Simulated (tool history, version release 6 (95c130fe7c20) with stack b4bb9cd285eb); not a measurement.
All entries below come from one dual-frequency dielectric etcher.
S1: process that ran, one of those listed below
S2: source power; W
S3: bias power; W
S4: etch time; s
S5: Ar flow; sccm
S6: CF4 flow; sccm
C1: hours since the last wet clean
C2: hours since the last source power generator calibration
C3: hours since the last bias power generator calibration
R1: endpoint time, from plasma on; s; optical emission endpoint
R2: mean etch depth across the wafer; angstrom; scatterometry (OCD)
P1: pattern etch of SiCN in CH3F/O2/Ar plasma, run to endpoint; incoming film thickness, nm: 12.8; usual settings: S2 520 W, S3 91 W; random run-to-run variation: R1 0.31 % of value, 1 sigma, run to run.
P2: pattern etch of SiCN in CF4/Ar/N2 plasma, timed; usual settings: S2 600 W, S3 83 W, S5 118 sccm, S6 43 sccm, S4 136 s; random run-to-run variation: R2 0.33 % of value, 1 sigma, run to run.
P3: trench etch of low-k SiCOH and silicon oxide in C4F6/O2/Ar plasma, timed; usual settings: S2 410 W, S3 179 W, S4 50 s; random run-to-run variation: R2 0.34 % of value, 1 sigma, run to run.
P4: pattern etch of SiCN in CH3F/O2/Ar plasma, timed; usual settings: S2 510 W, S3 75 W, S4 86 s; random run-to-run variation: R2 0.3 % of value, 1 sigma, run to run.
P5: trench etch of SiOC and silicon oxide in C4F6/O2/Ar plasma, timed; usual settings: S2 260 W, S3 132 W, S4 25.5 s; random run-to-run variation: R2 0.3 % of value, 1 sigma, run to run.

{"run": 1, "day": 0.421, "S1": "P1", "S2": 520, "S3": 91, "C1": 251.4, "C2": 337.9, "C3": 2684, "R1": 27.764}
{"run": 2, "day": 0.842, "S1": "P5", "S2": 260, "S3": 132, "S4": 25.5, "C1": 261.5, "C2": 348, "C3": 2694.1, "R2": 387.16}
{"run": 3, "day": 1.321, "S1": "P5", "S2": 160, "S3": 132, "S4": 25.5, "C1": 273, "C2": 359.5, "C3": 2705.6, "R2": 323.08}
{"run": 4, "day": 2.0, "S1": "P4", "S2": 510, "S3": 75, "S4": 47.5, "C1": 289.3, "C2": 375.8, "C3": 2721.9, "R2": 203.76}
{"run": 5, "day": 2.629, "S1": "P2", "S2": 600, "S3": 62, "S4": 136, "S5": 118, "S6": 43, "C1": 304.4, "C2": 390.9, "C3": 2737, "R2": 1259}
{"run": 6, "day": 3.192, "S1": "P4", "S2": 620, "S3": 75, "S4": 86, "C1": 317.9, "C2": 404.4, "C3": 2750.5, "R2": 395.02}
{"run": 7, "day": 3.533, "S1": "P1", "S2": 710, "S3": 115, "C1": 326.1, "C2": 412.6, "C3": 2758.7, "R1": 22.712}
{"run": 8, "day": 3.842, "S1": "P2", "S2": 600, "S3": 83, "S4": 172, "S5": 118, "S6": 43, "C1": 333.5, "C2": 420, "C3": 2766.1, "R2": 1771.8}
{"run": 9, "day": 4.192, "S1": "P3", "S2": 410, "S3": 179, "S4": 39, "C1": 341.9, "C2": 428.4, "C3": 2774.5, "R2": 1244.4}
{"run": 10, "day": 4.554, "S1": "P5", "S2": 260, "S3": 132, "S4": 25.5, "C1": 350.6, "C2": 437.1, "C3": 2783.2, "R2": 387.97}
{"run": 11, "day": 5.233, "S1": "P5", "S2": 260, "S3": 132, "S4": 32.5, "C1": 366.9, "C2": 453.4, "C3": 2799.5, "R2": 498.23}
{"run": 12, "day": 5.838, "S1": "P3", "S2": 410, "S3": 179, "S4": 50, "C1": 381.4, "C2": 467.9, "C3": 2814, "R2": 1594.1}
{"run": 13, "day": 6.446, "S1": "P5", "S2": 260, "S3": 167, "S4": 25.5, "C1": 396, "C2": 482.5, "C3": 2828.6, "R2": 417.87}
{"run": 14, "day": 7.05, "S1": "P2", "S2": 600, "S3": 83, "S4": 136, "S5": 75, "S6": 43, "C1": 410.5, "C2": 497, "C3": 2843.1, "R2": 1514}
{"run": 15, "day": 7.475, "S1": "P2", "S2": 600, "S3": 83, "S4": 136, "S5": 118, "S6": 43, "C1": 420.7, "C2": 507.2, "C3": 2853.3, "R2": 1406.7}
{"run": 16, "day": 7.879, "S1": "P3", "S2": 270, "S3": 179, "S4": 50, "C1": 430.4, "C2": 516.9, "C3": 2863, "R2": 1342.8}
{"day": 8.125, "done": "wet clean of the chamber"}
{"run": 17, "day": 8.421, "S1": "P4", "S2": 510, "S3": 75, "S4": 86, "C1": 7.1, "C2": 529.9, "C3": 2876, "R2": 369.63}
{"run": 18, "day": 9.058, "S1": "P1", "S2": 520, "S3": 91, "C1": 22.4, "C2": 545.2, "C3": 2891.3, "R1": 27.759}
{"run": 19, "day": 9.683, "S1": "P1", "S2": 520, "S3": 91, "C1": 37.4, "C2": 560.2, "C3": 2906.3, "R1": 27.826}
{"run": 20, "day": 10.317, "S1": "P4", "S2": 510, "S3": 75, "S4": 86, "C1": 52.6, "C2": 575.4, "C3": 2921.5, "R2": 369.59}
{"run": 21, "day": 10.671, "S1": "P1", "S2": 410, "S3": 91, "C1": 61.1, "C2": 583.9, "C3": 2930, "R1": 30.291}
{"run": 22, "day": 11.108, "S1": "P1", "S2": 710, "S3": 91, "C1": 71.6, "C2": 594.4, "C3": 2940.5, "R1": 24.754}
{"run": 23, "day": 11.675, "S1": "P3", "S2": 410, "S3": 145, "S4": 50, "C1": 85.2, "C2": 608, "C3": 2954.1, "R2": 1484.2}
{"run": 24, "day": 12.304, "S1": "P2", "S2": 600, "S3": 83, "S4": 136, "S5": 118, "S6": 29, "C1": 100.3, "C2": 623.1, "C3": 2969.2, "R2": 1318.8}
{"run": 25, "day": 12.992, "S1": "P4", "S2": 510, "S3": 48, "S4": 86, "C1": 116.8, "C2": 639.6, "C3": 2985.7, "R2": 317.34}
{"run": 26, "day": 13.304, "S1": "P1", "S2": 520, "S3": 91, "C1": 124.3, "C2": 647.1, "C3": 2993.2, "R1": 27.855}
{"run": 27, "day": 13.733, "S1": "P1", "S2": 520, "S3": 91, "C1": 134.6, "C2": 657.4, "C3": 3003.5, "R1": 27.831}
{"run": 28, "day": 14.225, "S1": "P1", "S2": 520, "S3": 114, "C1": 146.4, "C2": 669.2, "C3": 3015.3, "R1": 25.563}
{"run": 29, "day": 14.692, "S1": "P1", "S2": 520, "S3": 54, "C1": 157.6, "C2": 680.4, "C3": 3026.5, "R1": 33.314}
{"run": 30, "day": 15.058, "S1": "P2", "S2": 810, "S3": 83, "S4": 136, "S5": 118, "S6": 43, "C1": 166.4, "C2": 689.2, "C3": 3035.3, "R2": 1818.8}
{"run": 31, "day": 15.6, "S1": "P1", "S2": 520, "S3": 91, "C1": 179.4, "C2": 702.2, "C3": 3048.3, "R1": 27.755}
{"run": 32, "day": 15.938, "S1": "P1", "S2": 520, "S3": 91, "C1": 187.5, "C2": 710.3, "C3": 3056.4, "R1": 27.906}
{"run": 33, "day": 16.592, "S1": "P1", "S2": 520, "S3": 91, "C1": 203.2, "C2": 726, "C3": 3072.1, "R1": 28.119}
{"run": 34, "day": 16.95, "S1": "P1", "S2": 520, "S3": 91, "C1": 211.8, "C2": 734.6, "C3": 3080.7, "R1": 28.025}
{"run": 35, "day": 17.304, "S1": "P1", "S2": 520, "S3": 91, "C1": 220.3, "C2": 743.1, "C3": 3089.2, "R1": 28.196}
{"run": 36, "day": 17.638, "S1": "P1", "S2": 520, "S3": 91, "C1": 228.3, "C2": 751.1, "C3": 3097.2, "R1": 28.159}
{"day": 17.825, "done": "wet clean of the chamber"}
{"run": 37, "day": 18.292, "S1": "P1", "S2": 520, "S3": 91, "C1": 11.2, "C2": 766.8, "C3": 3112.9, "R1": 28.345}
{"run": 38, "day": 18.975, "S1": "P1", "S2": 520, "S3": 91, "C1": 27.6, "C2": 783.2, "C3": 3129.3, "R1": 28.344}
{"run": 39, "day": 19.338, "S1": "P1", "S2": 520, "S3": 91, "C1": 36.3, "C2": 791.9, "C3": 3138, "R1": 28.16}

Compared with where it was, what P1 gives has crept away. Each cause listed below fits the log as well as the rest, at the size given for it:
A: source power that arrives under what is set, % = 4.19
B: bias power that arrives under what is set, % = 4.3
The process output started creeping at around day 15.6.
Every other cause this tool's parts could produce, and why it does not fit the log:
chamber walls in a state that lowers the etch rate, %: serviced at day 17.825, which brought nothing back

Below are 4 check runs, each averaged over 2 wafers, with their results shown as question marks. Which of them would give clearly different results depending on which cause is behind the drift?
{"run": "check 1", "day": 19.7, "S1": "P4", "S2": 510, "S3": 75, "S4": 86, "R2": "?"}
{"run": "check 2", "day": 19.7, "S1": "P2", "S2": 600, "S3": 83, "S4": 136, "S5": 118, "S6": 43, "R2": "?"}
{"run": "check 3", "day": 19.7, "S1": "P5", "S2": 260, "S3": 132, "S4": 25.5, "R2": "?"}
{"run": "check 4", "day": 19.7, "S1": "P3", "S2": 410, "S3": 179, "S4": 50, "R2": "?"}

What every check run would give for each of its results, assuming each possible cause in turn:
check=check_1 result=R2 if_A=362.57 if_B=362.86
check=check_2 result=R2 if_A=1355.7 if_B=1383
check=check_3 result=R2 if_A=382.94 if_B=384.27
check=check_4 result=R2 if_A=1562.5 if_B=1567.1
How far apart the two closest causes lie, in the result that separates them most: check 1 0.08 %; check 2 2 %; check 3 0.35 %; check 4 0.29 %
Only in check 2 would the causes give clearly different results; in the remaining checks their results would be nearly the same.

Here is what check 2 returned: R2 1386.5 angstrom. Which cause is it?

B is the cause: bias power that arrives under what is set, %.
